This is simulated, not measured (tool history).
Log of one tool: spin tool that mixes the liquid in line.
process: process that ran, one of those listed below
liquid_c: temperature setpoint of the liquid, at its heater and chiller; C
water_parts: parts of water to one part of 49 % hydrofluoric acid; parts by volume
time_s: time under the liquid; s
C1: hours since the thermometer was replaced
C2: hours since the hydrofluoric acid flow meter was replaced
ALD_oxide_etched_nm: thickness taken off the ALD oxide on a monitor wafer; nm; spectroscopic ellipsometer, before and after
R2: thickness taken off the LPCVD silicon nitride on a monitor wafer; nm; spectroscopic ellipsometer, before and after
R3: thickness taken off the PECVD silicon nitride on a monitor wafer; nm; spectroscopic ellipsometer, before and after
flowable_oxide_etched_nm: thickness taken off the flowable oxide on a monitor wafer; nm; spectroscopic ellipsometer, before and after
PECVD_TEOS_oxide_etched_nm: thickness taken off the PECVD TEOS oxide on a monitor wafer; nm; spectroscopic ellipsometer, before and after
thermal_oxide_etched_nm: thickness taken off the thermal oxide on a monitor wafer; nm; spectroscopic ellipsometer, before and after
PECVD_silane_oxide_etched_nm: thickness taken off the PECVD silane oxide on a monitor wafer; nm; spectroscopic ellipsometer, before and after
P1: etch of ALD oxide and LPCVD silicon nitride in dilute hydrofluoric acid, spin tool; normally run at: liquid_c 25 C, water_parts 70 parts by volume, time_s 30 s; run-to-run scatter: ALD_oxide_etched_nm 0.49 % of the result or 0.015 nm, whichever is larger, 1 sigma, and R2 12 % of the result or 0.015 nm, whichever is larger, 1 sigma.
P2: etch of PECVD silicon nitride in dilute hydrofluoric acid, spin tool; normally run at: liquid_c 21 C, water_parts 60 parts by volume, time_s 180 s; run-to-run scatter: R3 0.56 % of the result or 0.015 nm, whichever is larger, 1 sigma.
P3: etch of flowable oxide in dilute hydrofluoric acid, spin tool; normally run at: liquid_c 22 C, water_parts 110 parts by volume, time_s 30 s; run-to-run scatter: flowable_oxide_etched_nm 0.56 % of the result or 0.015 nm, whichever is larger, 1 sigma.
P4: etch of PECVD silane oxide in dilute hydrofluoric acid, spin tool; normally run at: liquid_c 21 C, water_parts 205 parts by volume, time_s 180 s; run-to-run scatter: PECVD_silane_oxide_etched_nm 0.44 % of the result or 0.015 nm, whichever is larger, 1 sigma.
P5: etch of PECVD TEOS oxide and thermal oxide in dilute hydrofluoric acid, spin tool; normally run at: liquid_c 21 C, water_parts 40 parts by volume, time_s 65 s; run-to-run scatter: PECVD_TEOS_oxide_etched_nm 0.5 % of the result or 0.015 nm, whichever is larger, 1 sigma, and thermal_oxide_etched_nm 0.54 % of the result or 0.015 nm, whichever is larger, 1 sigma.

{"run": 1, "day": 0.238, "process": "P1", "liquid_c": 25, "water_parts": 70, "time_s": 30, "C1": 1808.3, "C2": 1919.6, "ALD_oxide_etched_nm": 8.5021, "R2": 0.20898}
{"run": 2, "day": 0.6, "process": "P2", "liquid_c": 21, "water_parts": 90, "time_s": 180, "C1": 1817, "C2": 1928.3, "R3": 8.8823}
{"run": 3, "day": 0.896, "process": "P3", "liquid_c": 22, "water_parts": 110, "time_s": 50, "C1": 1824.1, "C2": 1935.4, "flowable_oxide_etched_nm": 20.72}
{"run": 4, "day": 1.254, "process": "P5", "liquid_c": 21, "water_parts": 40, "time_s": 105, "C1": 1832.7, "C2": 1944, "PECVD_TEOS_oxide_etched_nm": 63.186, "thermal_oxide_etched_nm": 11.687}
{"run": 5, "day": 1.488, "process": "P1", "liquid_c": 25, "water_parts": 70, "time_s": 30, "C1": 1838.3, "C2": 1949.6, "ALD_oxide_etched_nm": 8.5457, "R2": 0.16899}
{"run": 6, "day": 1.754, "process": "P3", "liquid_c": 22, "water_parts": 110, "time_s": 30, "C1": 1844.7, "C2": 1956, "flowable_oxide_etched_nm": 12.523}
{"run": 7, "day": 1.962, "process": "P5", "liquid_c": 21, "water_parts": 40, "time_s": 65, "C1": 1849.7, "C2": 1961, "PECVD_TEOS_oxide_etched_nm": 39.147, "thermal_oxide_etched_nm": 7.1572}
{"run": 8, "day": 2.167, "process": "P2", "liquid_c": 21, "water_parts": 60, "time_s": 180, "C1": 1854.6, "C2": 1965.9, "R3": 13.278}
{"run": 9, "day": 2.429, "process": "P2", "liquid_c": 17, "water_parts": 60, "time_s": 180, "C1": 1860.9, "C2": 1972.2, "R3": 10.028}
{"run": 10, "day": 2.817, "process": "P1", "liquid_c": 25, "water_parts": 70, "time_s": 45, "C1": 1870.2, "C2": 1981.5, "ALD_oxide_etched_nm": 12.869, "R2": 0.31846}
{"run": 11, "day": 3.079, "process": "P4", "liquid_c": 21, "water_parts": 205, "time_s": 180, "C1": 1876.5, "C2": 1987.8, "PECVD_silane_oxide_etched_nm": 25.288}
{"run": 12, "day": 3.338, "process": "P4", "liquid_c": 29, "water_parts": 205, "time_s": 180, "C1": 1882.7, "C2": 1994, "PECVD_silane_oxide_etched_nm": 33.929}
{"run": 13, "day": 3.583, "process": "P1", "liquid_c": 25, "water_parts": 70, "time_s": 30, "C1": 1888.6, "C2": 1999.9, "ALD_oxide_etched_nm": 8.496, "R2": 0.20025}
{"run": 14, "day": 3.821, "process": "P1", "liquid_c": 19.5, "water_parts": 70, "time_s": 30, "C1": 1894.3, "C2": 2005.6, "ALD_oxide_etched_nm": 6.8767, "R2": 0.12571}
{"run": 15, "day": 4.196, "process": "P3", "liquid_c": 17, "water_parts": 110, "time_s": 30, "C1": 1903.3, "C2": 2014.6, "flowable_oxide_etched_nm": 10.213}
{"run": 16, "day": 4.488, "process": "P1", "liquid_c": 25, "water_parts": 70, "time_s": 30, "C1": 1910.3, "C2": 2021.6, "ALD_oxide_etched_nm": 8.5692, "R2": 0.16847}
{"run": 17, "day": 4.721, "process": "P1", "liquid_c": 25, "water_parts": 40, "time_s": 30, "C1": 1915.9, "C2": 2027.2, "ALD_oxide_etched_nm": 15.59, "R2": 0.43245}
{"run": 18, "day": 5.004, "process": "P5", "liquid_c": 26.5, "water_parts": 40, "time_s": 65, "C1": 1922.7, "C2": 2034, "PECVD_TEOS_oxide_etched_nm": 49.229, "thermal_oxide_etched_nm": 9.0759}
{"run": 19, "day": 5.317, "process": "P1", "liquid_c": 25, "water_parts": 70, "time_s": 15, "C1": 1930.2, "C2": 2041.5, "ALD_oxide_etched_nm": 4.2411, "R2": 0.10343}
{"run": 20, "day": 5.65, "process": "P4", "liquid_c": 21, "water_parts": 205, "time_s": 60, "C1": 1938.2, "C2": 2049.5, "PECVD_silane_oxide_etched_nm": 8.4241}
{"run": 21, "day": 6.008, "process": "P1", "liquid_c": 25, "water_parts": 115, "time_s": 30, "C1": 1946.8, "C2": 2058.1, "ALD_oxide_etched_nm": 4.9192, "R2": 0.10536}
{"run": 22, "day": 6.3, "process": "P1", "liquid_c": 25, "water_parts": 70, "time_s": 30, "C1": 1953.8, "C2": 2065.1, "ALD_oxide_etched_nm": 8.6102, "R2": 0.16411}
{"run": 23, "day": 6.625, "process": "P1", "liquid_c": 30.5, "water_parts": 70, "time_s": 30, "C1": 1961.6, "C2": 2072.9, "ALD_oxide_etched_nm": 10.689, "R2": 0.30844}
{"run": 24, "day": 6.9, "process": "P2", "liquid_c": 21, "water_parts": 60, "time_s": 275, "C1": 1968.2, "C2": 2079.5, "R3": 20.142}
{"run": 25, "day": 7.192, "process": "P1", "liquid_c": 30, "water_parts": 100, "time_s": 30, "C1": 1975.2, "C2": 2086.5, "ALD_oxide_etched_nm": 7.0139, "R2": 0.17194}
{"run": 26, "day": 7.388, "process": "P1", "liquid_c": 25, "water_parts": 70, "time_s": 30, "C1": 1979.9, "C2": 2091.2, "ALD_oxide_etched_nm": 8.4987, "R2": 0.17767}
{"run": 27, "day": 7.721, "process": "P3", "liquid_c": 22, "water_parts": 60, "time_s": 30, "C1": 1987.9, "C2": 2099.2, "flowable_oxide_etched_nm": 24.256}
{"run": 28, "day": 8.075, "process": "P1", "liquid_c": 25, "water_parts": 70, "time_s": 30, "C1": 1996.4, "C2": 2107.7, "ALD_oxide_etched_nm": 8.5053, "R2": 0.22643}
{"run": 29, "day": 8.412, "process": "P3", "liquid_c": 22, "water_parts": 110, "time_s": 30, "C1": 2004.5, "C2": 2115.8, "flowable_oxide_etched_nm": 12.584}
{"run": 30, "day": 8.592, "process": "P5", "liquid_c": 21, "water_parts": 20, "time_s": 65, "C1": 2008.8, "C2": 2120.1, "PECVD_TEOS_oxide_etched_nm": 80.344, "thermal_oxide_etched_nm": 14.784}
{"run": 31, "day": 8.771, "process": "P4", "liquid_c": 21, "water_parts": 205, "time_s": 180, "C1": 2013.1, "C2": 2124.4, "PECVD_silane_oxide_etched_nm": 25.477}
{"run": 32, "day": 9.05, "process": "P4", "liquid_c": 21, "water_parts": 350, "time_s": 180, "C1": 2019.8, "C2": 2131.1, "PECVD_silane_oxide_etched_nm": 12.95}
{"run": 33, "day": 9.362, "process": "P5", "liquid_c": 21, "water_parts": 40, "time_s": 65, "C1": 2027.3, "C2": 2138.6, "PECVD_TEOS_oxide_etched_nm": 39.649, "thermal_oxide_etched_nm": 7.3105}
{"run": 34, "day": 9.542, "process": "P1", "liquid_c": 25, "water_parts": 70, "time_s": 30, "C1": 2031.6, "C2": 2142.9, "ALD_oxide_etched_nm": 8.5482, "R2": 0.2623}
{"run": 35, "day": 9.804, "process": "P1", "liquid_c": 25, "water_parts": 70, "time_s": 30, "C1": 2037.9, "C2": 2149.2, "ALD_oxide_etched_nm": 8.3288, "R2": 0.16124}
{"run": 36, "day": 10.0, "process": "P1", "liquid_c": 25, "water_parts": 70, "time_s": 30, "C1": 2042.6, "C2": 2153.9, "ALD_oxide_etched_nm": 8.2, "R2": 0.13173}
{"run": 37, "day": 10.192, "process": "P1", "liquid_c": 25, "water_parts": 70, "time_s": 30, "C1": 2047.2, "C2": 2158.5, "ALD_oxide_etched_nm": 8.1821, "R2": 0.16315}
{"run": 38, "day": 10.425, "process": "P1", "liquid_c": 25, "water_parts": 70, "time_s": 30, "C1": 2052.8, "C2": 2164.1, "ALD_oxide_etched_nm": 8.1354, "R2": 0.20435}
{"run": 39, "day": 10.8, "process": "P1", "liquid_c": 25, "water_parts": 70, "time_s": 30, "C1": 2061.8, "C2": 2173.1, "ALD_oxide_etched_nm": 8.0852, "R2": 0.17161}
{"run": 40, "day": 11.033, "process": "P1", "liquid_c": 25, "water_parts": 70, "time_s": 30, "C1": 2067.4, "C2": 2178.7, "ALD_oxide_etched_nm": 8.0814, "R2": 0.16709}

What P1 gives has crept away from where it was. These 2 causes fit the log equally well, each at the size given:
A: hydrofluoric acid flow below the setpoint (%) = 5.17
B: liquid colder than its thermometer reads (K) = 1.44
The creep began at about day 9.542.

4 check runs are offered, one wafer each, their results left as question marks. Which one tells the causes apart?
{"run": "check 1", "day": 11.267, "process": "P5", "liquid_c": 21, "water_parts": 40, "time_s": 65, "PECVD_TEOS_oxide_etched_nm": "?", "thermal_oxide_etched_nm": "?"}
{"run": "check 2", "day": 11.267, "process": "P4", "liquid_c": 21, "water_parts": 205, "time_s": 180, "PECVD_silane_oxide_etched_nm": "?"}
{"run": "check 3", "day": 11.267, "process": "P2", "liquid_c": 21, "water_parts": 60, "time_s": 180, "R3": "?"}
{"run": "check 4", "day": 11.267, "process": "P3", "liquid_c": 22, "water_parts": 110, "time_s": 30, "flowable_oxide_etched_nm": "?"}

What each check would give under each cause:
check=check_1 result=PECVD_TEOS_oxide_etched_nm if_A=37.299 if_B=37.087
check=check_1 result=thermal_oxide_etched_nm if_A=6.8589 if_B=6.8199
check=check_2 result=PECVD_silane_oxide_etched_nm if_A=23.772 if_B=23.986
check=check_3 result=R3 if_A=12.588 if_B=12.003
check=check_4 result=flowable_oxide_etched_nm if_A=11.793 if_B=11.816
How far apart the two closest causes lie, in the result that separates them most: check 1 0.57 %; check 2 0.89 %; check 3 4.76 %; check 4 0.19 %
Check 3 tells the causes apart: in the others they would give nearly the same result.

Then check 3 was run and gave: R3 12.133 nm. Which cause is it?

It is B: liquid colder than its thermometer reads (K).
